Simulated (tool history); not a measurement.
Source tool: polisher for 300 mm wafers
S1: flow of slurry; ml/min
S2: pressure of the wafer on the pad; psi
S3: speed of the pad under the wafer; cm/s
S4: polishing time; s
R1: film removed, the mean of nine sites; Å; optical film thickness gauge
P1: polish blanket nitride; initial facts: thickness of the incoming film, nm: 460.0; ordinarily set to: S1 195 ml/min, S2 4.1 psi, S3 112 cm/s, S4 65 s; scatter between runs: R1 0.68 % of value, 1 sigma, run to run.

| run | hour | S1 | S2 | S3 | S4 | R1 |
|---|---|---|---|---|---|---|
| 1 | 17.5 | 195 | 4.1 | 112 | 65 | 1609.6 |
| 2 | 35.4 | 195 | 2.5 | 112 | 34 | 509.37 |
| 3 | 44.1 | 300 | 4.1 | 112 | 65 | 1664.7 |
| 4 | 57.9 | 195 | 4.1 | 176 | 65 | 2291.9 |
| 5 | 67.6 | 195 | 4.1 | 112 | 98 | 2413.1 |
| 6 | 80.1 | 195 | 6.3 | 112 | 65 | 2452.3 |
| 7 | 98 | 195 | 2.8 | 112 | 89 | 1493.3 |
| 8 | 110.7 | 195 | 1.9 | 112 | 65 | 747.99 |
| 9 | 123.6 | 195 | 4.1 | 112 | 33 | 811.59 |
| 10 | 136.5 | 195 | 2.2 | 68 | 65 | 575.87 |
|  | 141.1 | head pressure recalibrated |
| 11 | 146.5 | 195 | 4.1 | 112 | 65 | 1609.9 |
| 12 | 163.8 | 195 | 4.1 | 112 | 65 | 1616.5 |
| 13 | 174.8 | 120 | 4.1 | 112 | 65 | 1476 |
| 14 | 189.8 | 195 | 4.1 | 76 | 65 | 1165 |
| 15 | 207.5 | 195 | 4.1 | 112 | 65 | 1601.6 |
| 16 | 218.6 | 195 | 4.1 | 112 | 65 | 1601.3 |
| 17 | 229.3 | 195 | 4.1 | 112 | 65 | 1588.6 |
| 18 | 240.4 | 195 | 4.1 | 112 | 65 | 1555.5 |
| 19 | 252.3 | 195 | 4.1 | 112 | 65 | 1539.8 |
| 20 | 262.5 | 195 | 4.1 | 112 | 65 | 1524.6 |
| 21 | 272.9 | 195 | 4.1 | 112 | 65 | 1497.1 |
| 22 | 281.1 | 195 | 4.1 | 112 | 65 | 1493 |
|  | 283.1 | head pressure recalibrated |
| 23 | 298.7 | 195 | 4.1 | 112 | 65 | 1504.1 |
| 24 | 312.2 | 195 | 4.1 | 112 | 65 | 1477.3 |

What P1 gives has crept away from where it was. These 2 causes fit the log equally well, each at the size given:
A: slurry flow missing at the pad, % = 34.7
B: removal rate lost through wear of the pad, % = 6.85
Creep in the process output first set in at about hour 218.6.
What rules out each remaining cause:
head's pressure below its setpoint, %: maintenance at hour 283.1, after the shift began, did not return the process to its former output

Consider the 4 check runs below, whose results appear as question marks and each of which averages 5 wafers. Which one distinguishes the causes, in that each cause would give it a clearly different result?
| check 1 | 325.7 | 195 | 5.8 | 160 | 65 | ? |
| check 2 | 325.7 | 195 | 3.3 | 112 | 97 | ? |
| check 3 | 325.7 | 290 | 4.1 | 112 | 65 | ? |
| check 4 | 325.7 | 195 | 4.1 | 80 | 39 | ? |

What each check would give under each cause:
| check | result | if A | if B |
|---|---|---|---|
| check 1 | R1 | 2813.7 | 2813.5 |
| check 2 | R1 | 1796 | 1795.9 |
| check 3 | R1 | 1598.7 | 1563.8 |
| check 4 | R1 | 685.42 | 685.39 |
Gap, in per cent, between the two causes that each check separates least, read from the result that separates them most: check 1 0.01 %; check 2 0.01 %; check 3 2.21 %; check 4 0.01 %
The causes can be told apart only by check 3. The other checks would give nearly the same results under each of them.

After running check 3, the following was obtained: R1 1605.8 Å. Which cause does this point to?

The cause is A: slurry flow missing at the pad, %.
